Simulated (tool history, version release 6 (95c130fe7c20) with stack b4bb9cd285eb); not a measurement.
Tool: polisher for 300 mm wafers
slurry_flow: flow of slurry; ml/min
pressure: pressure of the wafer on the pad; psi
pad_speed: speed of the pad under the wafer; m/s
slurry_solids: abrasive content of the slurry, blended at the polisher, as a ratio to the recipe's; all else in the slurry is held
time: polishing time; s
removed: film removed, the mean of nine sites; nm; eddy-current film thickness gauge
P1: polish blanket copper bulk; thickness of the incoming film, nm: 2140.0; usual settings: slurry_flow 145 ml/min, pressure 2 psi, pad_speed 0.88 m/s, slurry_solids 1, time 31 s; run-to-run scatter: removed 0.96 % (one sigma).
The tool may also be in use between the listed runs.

run	day	slurry_flow	pressure	pad_speed	slurry_solids	time	removed
1	0.196	145	2	0.88	1	31	190.18
2	0.517	85	2	0.88	1	31	173.9
3	0.692	145	2	1.36	1	31	301.15
4	1.038	145	2	0.88	1	31	196.41
5	1.321	230	2	0.88	1	31	204.51
6	1.483	145	2	0.88	1	40	252.6
7	1.688	145	2	0.88	1	31	190.75
8	1.958	145	2	0.88	1	17	105.4
9	2.217	145	2	0.88	1.25	31	205.91
10	2.429	85	2	0.88	1	44	243.33
11	2.779	145	1.2	0.88	1	31	116.02
12	2.938	145	2	0.88	0.75	31	183.73
13	3.162	145	2	0.88	1	31	192.24
14	3.458	145	2	0.52	1	31	115.06
15	3.817	145	2	1.14	1	43	350.26
16	4.133	145	2	0.88	1	31	192.75
17	4.429	145	2.6	0.88	1	31	253.15
18	4.671	95	0.9	0.88	1	31	80.492
19	4.896	145	2	0.88	1	31	193.49
20	5.162	145	2	0.88	1	31	189.23
21	5.396	145	2	0.88	1	31	186.93
22	5.612	145	2	0.88	1	31	189.59
23	5.9	145	2	0.88	1	31	181.27
# day 5.975: worn pad replaced by a new one
24	6.142	145	2	0.88	1	31	180.63
25	6.375	145	2	0.88	1	31	183.55
26	6.629	145	2	0.88	1	31	186.17
27	6.792	145	2	0.88	1	31	180.97
# day 6.967: slurry blender recalibrated
28	7.083	145	2	0.88	1	31	182.01
29	7.442	145	2	0.88	1	31	180.91
30	7.733	145	2	0.88	1	31	180.65

What P1 gives has crept away from where it was. These 2 causes fit the log equally well, each at the size given:
A: head's pressure below its setpoint, % = 6.27
B: slurry flow missing at the pad, % = 27
The creep began at about day 4.896.
Why every other cause is out:
removal rate lost through wear of the pad, %: serviced at day 5.975, which brought nothing back
abrasive missing from the slurry, %: serviced at day 6.967, which brought nothing back

4 check runs are offered, each on 5 wafers whose results are averaged, their results left as question marks. Which one tells the causes apart?
check 1	8.025	145	2	0.88	1	38	?
check 2	8.025	85	1.2	0.88	1	31	?
check 3	8.025	145	2	0.88	1	17	?
check 4	8.025	145	1.5	0.88	0.75	31	?

What each check would give under each cause:
check	result	if A	if B
check 1	removed	222.07	222.08
check 2	removed	96.225	92.599
check 3	removed	99.349	99.35
check 4	removed	127.89	127.89
How far apart the two closest causes lie, in the result that separates them most: check 1 0 %; check 2 3.84 %; check 3 0 %; check 4 0 %
Check 2 tells the causes apart: in the others they would give nearly the same result.

Then check 2 was run and gave: removed 92.864 nm. Which cause is it?

It is B: slurry flow missing at the pad, %.

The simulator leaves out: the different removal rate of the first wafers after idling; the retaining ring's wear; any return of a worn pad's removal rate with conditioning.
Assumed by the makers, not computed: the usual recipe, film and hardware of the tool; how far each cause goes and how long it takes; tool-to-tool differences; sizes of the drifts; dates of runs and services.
